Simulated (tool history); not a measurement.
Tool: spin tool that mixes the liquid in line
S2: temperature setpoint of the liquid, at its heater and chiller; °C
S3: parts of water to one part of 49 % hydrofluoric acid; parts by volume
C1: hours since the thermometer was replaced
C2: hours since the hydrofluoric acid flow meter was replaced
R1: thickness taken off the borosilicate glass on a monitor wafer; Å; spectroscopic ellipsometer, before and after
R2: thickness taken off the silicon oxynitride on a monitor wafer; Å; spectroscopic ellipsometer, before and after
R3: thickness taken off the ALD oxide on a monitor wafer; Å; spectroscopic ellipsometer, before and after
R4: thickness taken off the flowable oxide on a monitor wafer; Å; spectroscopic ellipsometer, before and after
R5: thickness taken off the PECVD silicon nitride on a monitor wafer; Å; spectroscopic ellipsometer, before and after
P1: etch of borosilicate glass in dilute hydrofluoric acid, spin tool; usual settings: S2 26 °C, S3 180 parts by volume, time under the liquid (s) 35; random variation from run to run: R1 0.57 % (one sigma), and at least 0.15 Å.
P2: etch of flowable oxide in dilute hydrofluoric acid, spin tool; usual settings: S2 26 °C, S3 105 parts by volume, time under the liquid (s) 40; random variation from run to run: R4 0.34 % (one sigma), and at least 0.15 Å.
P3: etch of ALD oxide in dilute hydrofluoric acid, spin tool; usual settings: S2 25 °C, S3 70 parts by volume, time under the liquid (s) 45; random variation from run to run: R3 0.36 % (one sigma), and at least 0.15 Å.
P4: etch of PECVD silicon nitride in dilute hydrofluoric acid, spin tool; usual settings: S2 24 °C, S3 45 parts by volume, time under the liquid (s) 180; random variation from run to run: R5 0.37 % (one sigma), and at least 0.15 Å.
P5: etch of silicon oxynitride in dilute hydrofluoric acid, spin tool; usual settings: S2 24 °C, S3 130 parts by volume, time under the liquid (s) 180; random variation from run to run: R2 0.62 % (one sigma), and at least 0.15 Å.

Run 1, hour 11.2: process that ran P1, S2 26 °C, S3 180 parts by volume, time under the liquid (s) 35; C1 717.9; C2 761.7. Result: R1 57.785 Å.
Run 2, hour 20.2: process that ran P1, S2 26 °C, S3 180 parts by volume, time under the liquid (s) 15; C1 726.9; C2 770.7. Result: R1 25.015 Å.
Run 3, hour 34: process that ran P5, S2 24 °C, S3 130 parts by volume, time under the liquid (s) 180; C1 740.7; C2 784.5. Result: R2 38.924 Å.
Run 4, hour 50.4: process that ran P3, S2 25 °C, S3 70 parts by volume, time under the liquid (s) 45; C1 757.1; C2 800.9. Result: R3 208.91 Å.
Run 5, hour 60.7: process that ran P2, S2 26 °C, S3 180 parts by volume, time under the liquid (s) 40; C1 767.4; C2 811.2. Result: R4 52.627 Å.
Run 6, hour 69.8: process that ran P5, S2 24 °C, S3 130 parts by volume, time under the liquid (s) 15; C1 776.5; C2 820.3. Result: R2 3.1438 Å.
Run 7, hour 81.1: process that ran P1, S2 26 °C, S3 180 parts by volume, time under the liquid (s) 35; C1 787.8; C2 831.6. Result: R1 57.876 Å.
Run 8, hour 92.7: process that ran P5, S2 24 °C, S3 130 parts by volume, time under the liquid (s) 180; C1 799.4; C2 843.2. Result: R2 38.463 Å.
Run 9, hour 108.9: process that ran P2, S2 26 °C, S3 105 parts by volume, time under the liquid (s) 40; C1 815.6; C2 859.4. Result: R4 99.101 Å.
Run 10, hour 120.3: process that ran P5, S2 32 °C, S3 130 parts by volume, time under the liquid (s) 180; C1 827; C2 870.8. Result: R2 55.42 Å.
Run 11, hour 132.2: process that ran P2, S2 26 °C, S3 105 parts by volume, time under the liquid (s) 15; C1 838.9; C2 882.7. Result: R4 37.265 Å.
Run 12, hour 148.2: process that ran P1, S2 26 °C, S3 180 parts by volume, time under the liquid (s) 35; C1 854.9; C2 898.7. Result: R1 57.397 Å.
Run 13, hour 164.7: process that ran P4, S2 24 °C, S3 20 parts by volume, time under the liquid (s) 180; C1 871.4; C2 915.2. Result: R5 184.04 Å.
Run 14, hour 174.5: process that ran P4, S2 30.5 °C, S3 45 parts by volume, time under the liquid (s) 180; C1 881.2; C2 925. Result: R5 128.39 Å.
Run 15, hour 190.6: process that ran P3, S2 25 °C, S3 70 parts by volume, time under the liquid (s) 15; C1 897.3; C2 941.1. Result: R3 70.197 Å.
Run 16, hour 207.6: process that ran P4, S2 24 °C, S3 45 parts by volume, time under the liquid (s) 30; C1 914.3; C2 958.1. Result: R5 13.911 Å.
Run 17, hour 221.6: process that ran P2, S2 26 °C, S3 105 parts by volume, time under the liquid (s) 40; C1 928.3; C2 972.1. Result: R4 99.095 Å.
Run 18, hour 234.9: process that ran P1, S2 26 °C, S3 180 parts by volume, time under the liquid (s) 35; C1 941.6; C2 985.4. Result: R1 57.612 Å.
At hour 237.7: hydrofluoric acid flow meter replaced.
Run 19, hour 249.8: process that ran P3, S2 25 °C, S3 115 parts by volume, time under the liquid (s) 45; C1 956.5; C2 12.1. Result: R3 120.18 Å.
Run 20, hour 266.4: process that ran P1, S2 30.5 °C, S3 180 parts by volume, time under the liquid (s) 35; C1 973.1; C2 28.7. Result: R1 67.714 Å.
Run 21, hour 277.6: process that ran P1, S2 26 °C, S3 180 parts by volume, time under the liquid (s) 60; C1 984.3; C2 39.9. Result: R1 97.097 Å.
Run 22, hour 288.3: process that ran P1, S2 33.5 °C, S3 180 parts by volume, time under the liquid (s) 15; C1 995; C2 50.6. Result: R1 32.339 Å.
Run 23, hour 300.9: process that ran P2, S2 32.5 °C, S3 105 parts by volume, time under the liquid (s) 40; C1 1007.6; C2 63.2. Result: R4 126.22 Å.
Run 24, hour 312.5: process that ran P1, S2 20.5 °C, S3 180 parts by volume, time under the liquid (s) 35; C1 1019.2; C2 74.8. Result: R1 46.38 Å.
Run 25, hour 326.1: process that ran P1, S2 26 °C, S3 180 parts by volume, time under the liquid (s) 35; C1 1032.8; C2 88.4. Result: R1 57.809 Å.
Run 26, hour 336.4: process that ran P3, S2 33 °C, S3 70 parts by volume, time under the liquid (s) 45; C1 1043.1; C2 98.7. Result: R3 284.69 Å.
Run 27, hour 347.2: process that ran P5, S2 24 °C, S3 200 parts by volume, time under the liquid (s) 180; C1 1053.9; C2 109.5. Result: R2 23.529 Å.
Run 28, hour 356.9: process that ran P1, S2 26 °C, S3 180 parts by volume, time under the liquid (s) 35; C1 1063.6; C2 119.2. Result: R1 57.598 Å.
Run 29, hour 370.9: process that ran P1, S2 26 °C, S3 270 parts by volume, time under the liquid (s) 35; C1 1077.6; C2 133.2. Result: R1 34.489 Å.
Run 30, hour 380.5: process that ran P4, S2 24 °C, S3 45 parts by volume, time under the liquid (s) 180; C1 1087.2; C2 142.8. Result: R5 84.254 Å.
Run 31, hour 392.2: process that ran P1, S2 26 °C, S3 75 parts by volume, time under the liquid (s) 35; C1 1098.9; C2 154.5. Result: R1 156.35 Å.
Run 32, hour 402.9: process that ran P4, S2 24 °C, S3 45 parts by volume, time under the liquid (s) 180; C1 1109.6; C2 165.2. Result: R5 83.961 Å.
Run 33, hour 414.5: process that ran P1, S2 26 °C, S3 180 parts by volume, time under the liquid (s) 35; C1 1121.2; C2 176.8. Result: R1 57.394 Å.
Run 34, hour 430.6: process that ran P1, S2 26 °C, S3 180 parts by volume, time under the liquid (s) 35; C1 1137.3; C2 192.9. Result: R1 59.596 Å.
Run 35, hour 439.3: process that ran P1, S2 26 °C, S3 180 parts by volume, time under the liquid (s) 35; C1 1146; C2 201.6. Result: R1 60.683 Å.
Run 36, hour 448.9: process that ran P1, S2 26 °C, S3 180 parts by volume, time under the liquid (s) 35; C1 1155.6; C2 211.2. Result: R1 61.445 Å.
Run 37, hour 464.9: process that ran P1, S2 26 °C, S3 180 parts by volume, time under the liquid (s) 35; C1 1171.6; C2 227.2. Result: R1 61.433 Å.
Run 38, hour 481.4: process that ran P1, S2 26 °C, S3 180 parts by volume, time under the liquid (s) 35; C1 1188.1; C2 243.7. Result: R1 61.382 Å.
Run 39, hour 495.6: process that ran P1, S2 26 °C, S3 180 parts by volume, time under the liquid (s) 35; C1 1202.3; C2 257.9. Result: R1 61.769 Å.

What P1 gives has crept away from where it was. These 2 causes fit the log equally well, each at the size given:
A: liquid hotter than its thermometer reads (K) = 1.98
B: hydrofluoric acid flow above the setpoint (%) = 6.14
The creep began at about hour 414.5.

4 check runs are offered, one wafer each, their results left as question marks. Which one tells the causes apart?
Run check 1, hour 509.8: process that ran P4, S2 30.5 °C, S3 45 parts by volume, time under the liquid (s) 180. Result: R5 ?.
Run check 2, hour 509.8: process that ran P3, S2 32 °C, S3 70 parts by volume, time under the liquid (s) 15. Result: R3 ?.
Run check 3, hour 509.8: process that ran P5, S2 31.5 °C, S3 130 parts by volume, time under the liquid (s) 40. Result: R2 ?.
Run check 4, hour 509.8: process that ran P2, S2 29.5 °C, S3 170 parts by volume, time under the liquid (s) 40. Result: R4 ?.

What each check would give under each cause:
  check  result    if A    if B
check 1      R5  145.64  136.07
check 2      R3  98.857  98.031
check 3      R2  13.098   12.87
check 4      R4   68.66  68.823
How far apart the two closest causes lie, in the result that separates them most: check 1 6.8 %; check 2 0.84 %; check 3 1.75 %; check 4 0.24 %
Check 1 tells the causes apart: in the others they would give nearly the same result.

Then check 1 was run and gave: R5 136.22 Å. Which cause is it?

It is B: hydrofluoric acid flow above the setpoint (%).
